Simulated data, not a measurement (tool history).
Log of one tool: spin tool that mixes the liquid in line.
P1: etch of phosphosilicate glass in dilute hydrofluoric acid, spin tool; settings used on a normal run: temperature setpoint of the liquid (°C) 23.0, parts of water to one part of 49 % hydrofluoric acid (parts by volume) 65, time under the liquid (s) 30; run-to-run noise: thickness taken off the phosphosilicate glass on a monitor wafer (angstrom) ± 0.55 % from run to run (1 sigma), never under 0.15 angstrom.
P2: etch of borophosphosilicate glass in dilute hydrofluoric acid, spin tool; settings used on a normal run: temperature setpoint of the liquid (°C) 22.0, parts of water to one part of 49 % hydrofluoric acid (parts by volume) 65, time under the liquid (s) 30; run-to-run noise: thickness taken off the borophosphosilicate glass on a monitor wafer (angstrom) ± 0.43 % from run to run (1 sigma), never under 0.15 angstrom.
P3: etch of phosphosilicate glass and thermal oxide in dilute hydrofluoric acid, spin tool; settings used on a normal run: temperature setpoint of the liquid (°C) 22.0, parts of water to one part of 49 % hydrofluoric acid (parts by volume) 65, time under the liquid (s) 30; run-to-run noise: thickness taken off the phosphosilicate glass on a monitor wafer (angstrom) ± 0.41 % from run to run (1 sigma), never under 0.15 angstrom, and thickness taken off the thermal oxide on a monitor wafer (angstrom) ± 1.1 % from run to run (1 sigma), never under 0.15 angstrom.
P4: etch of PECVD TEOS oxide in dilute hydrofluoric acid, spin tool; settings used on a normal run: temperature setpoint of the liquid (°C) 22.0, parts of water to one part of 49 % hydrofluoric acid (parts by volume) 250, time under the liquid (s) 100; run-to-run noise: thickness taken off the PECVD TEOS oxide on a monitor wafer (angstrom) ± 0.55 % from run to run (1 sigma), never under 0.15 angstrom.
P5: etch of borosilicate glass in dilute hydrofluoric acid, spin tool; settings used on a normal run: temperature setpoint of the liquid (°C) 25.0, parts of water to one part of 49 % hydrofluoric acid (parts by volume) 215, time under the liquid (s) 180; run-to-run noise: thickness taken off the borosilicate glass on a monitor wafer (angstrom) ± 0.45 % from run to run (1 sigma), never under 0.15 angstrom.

run	hour	process that ran	temperature setpoint of the liquid (°C)	parts of water to one part of 49 % hydrofluoric acid (parts by volume)	time under the liquid (s)	hours since the thermometer was replaced	hours since the hydrofluoric acid flow meter was replaced	thickness taken off the phosphosilicate glass on a monitor wafer (angstrom)	thickness taken off the borosilicate glass on a monitor wafer (angstrom)	thickness taken off the PECVD TEOS oxide on a monitor wafer (angstrom)	thickness taken off the thermal oxide on a monitor wafer (angstrom)	thickness taken off the borophosphosilicate glass on a monitor wafer (angstrom)
1	4.9	P1	23.0	65	30	1208.3	244.1	649.36				
2	10.9	P5	25.0	215	180	1214.3	250.1		170.88			
3	18.9	P4	22.0	250	100	1222.3	258.1			49.316		
4	24.1	P1	23.0	65	30	1227.5	263.3	647.13				
5	29.7	P3	22.0	65	45	1233.1	268.9	648.62			30.720	
6	36.2	P1	29.5	100	30	1239.6	275.4	520.18				
7	43.8	P1	23.0	65	30	1247.2	283.0	649.48				
8	48.3	P4	22.0	445	100	1251.7	287.5			23.306		
9	55.4	P4	29.0	250	100	1258.8	294.6			62.489		
10	62.9	P1	23.0	65	50	1266.3	302.1	1073.20				
11	67.5	P1	23.0	65	30	1270.9	306.7	653.48				
12	72.7	P3	30.5	65	30	1276.1	311.9	601.53			28.130	
13	81.7	P2	22.0	65	30	1285.1	320.9					208.45
14	86.9	P1	18.5	65	30	1290.3	326.1	532.00				
15	96.0	P5	25.0	215	270	1299.4	335.2		255.07			
16	103.6	P1	29.5	65	30	1307.0	342.8	841.11				
17	109.9	P5	18.5	215	180	1313.3	349.1		132.35			
18	117.5	P3	22.0	35	30	1320.9	356.7	830.78			39.900	
19	125.3	P4	22.0	250	185	1328.7	364.5			90.666		
20	130.7	P3	22.0	65	30	1334.1	369.9	426.73			20.279	
21	139.0	P2	22.0	20	30	1342.4	378.2					715.44
22	145.2	P2	27.5	65	30	1348.6	384.4					260.87
23	151.2	P5	25.0	215	180	1354.6	390.4		170.71			
24	159.8	P4	22.0	250	100	1363.2	399.0			48.468		
25	164.4	P5	25.0	35	180	1367.8	403.6		1308.10			
26	172.3	P1	23.0	65	15	1375.7	411.5	325.75				
27	176.2	P1	23.0	65	30	1379.6	415.4	648.85				
28	182.3	P1	23.0	100	30	1385.7	421.5	404.23				
29	191.2	P2	22.0	65	15	1394.6	430.4					103.15
30	199.2	P1	23.0	30	30	1402.6	438.4	1466.70				
31	204.5	P1	23.0	65	30	1407.9	443.7	653.03				
32	209.4	P1	23.0	65	30	1412.8	448.6	668.99				
33	216.7	P1	23.0	65	30	1420.1	455.9	694.51				
34	224.7	P1	23.0	65	30	1428.1	463.9	704.59				
35	233.8	P1	23.0	65	30	1437.2	473.0	712.63				
36	241.2	P1	23.0	65	30	1444.6	480.4	717.14				
37	250.1	P1	23.0	65	30	1453.5	489.3	713.00				
38	254.5	P1	23.0	65	30	1457.9	493.7	713.67				
39	259.6	P1	23.0	65	30	1463.0	498.8	710.57				

What P1 gives has crept away from where it was. These 2 causes fit the log equally well, each at the size given:
A: liquid hotter than its thermometer reads (K) = 2.32
B: hydrofluoric acid flow above the setpoint (%) = 9.11
The process output started creeping at around hour 204.5.

4 check runs are offered, each on 2 wafers whose results are averaged, their results left as question marks. Which one tells the causes apart?
check 1	264.7	P2	27.5	40	30							?
check 2	264.7	P5	18.5	145	180				?			
check 3	264.7	P4	28.5	250	100					?		
check 4	264.7	P3	26.0	65	30			?			?	

Outcome of each check run for each possible cause:
check	result	if A	if B
check 1	thickness taken off the borophosphosilicate glass on a monitor wafer (angstrom)	481.34	480.97
check 2	thickness taken off the borosilicate glass on a monitor wafer (angstrom)	231.92	233.47
check 3	thickness taken off the PECVD TEOS oxide on a monitor wafer (angstrom)	66.665	68.919
check 4	thickness taken off the phosphosilicate glass on a monitor wafer (angstrom)	552.37	553.89
check 4	thickness taken off the thermal oxide on a monitor wafer (angstrom)	26.101	26.173
Smallest distance between any two causes, each pair judged by its most separating result, in per cent: check 1 0.08 %; check 2 0.66 %; check 3 3.33 %; check 4 0.27 %
Of the check runs offered, only check 3 discriminates between the causes; the rest would read about the same regardless of which cause applies.

After running check 3, the following was obtained: thickness taken off the PECVD TEOS oxide on a monitor wafer (angstrom) 66.209. Which cause does this point to?

The cause is A: liquid hotter than its thermometer reads (K).
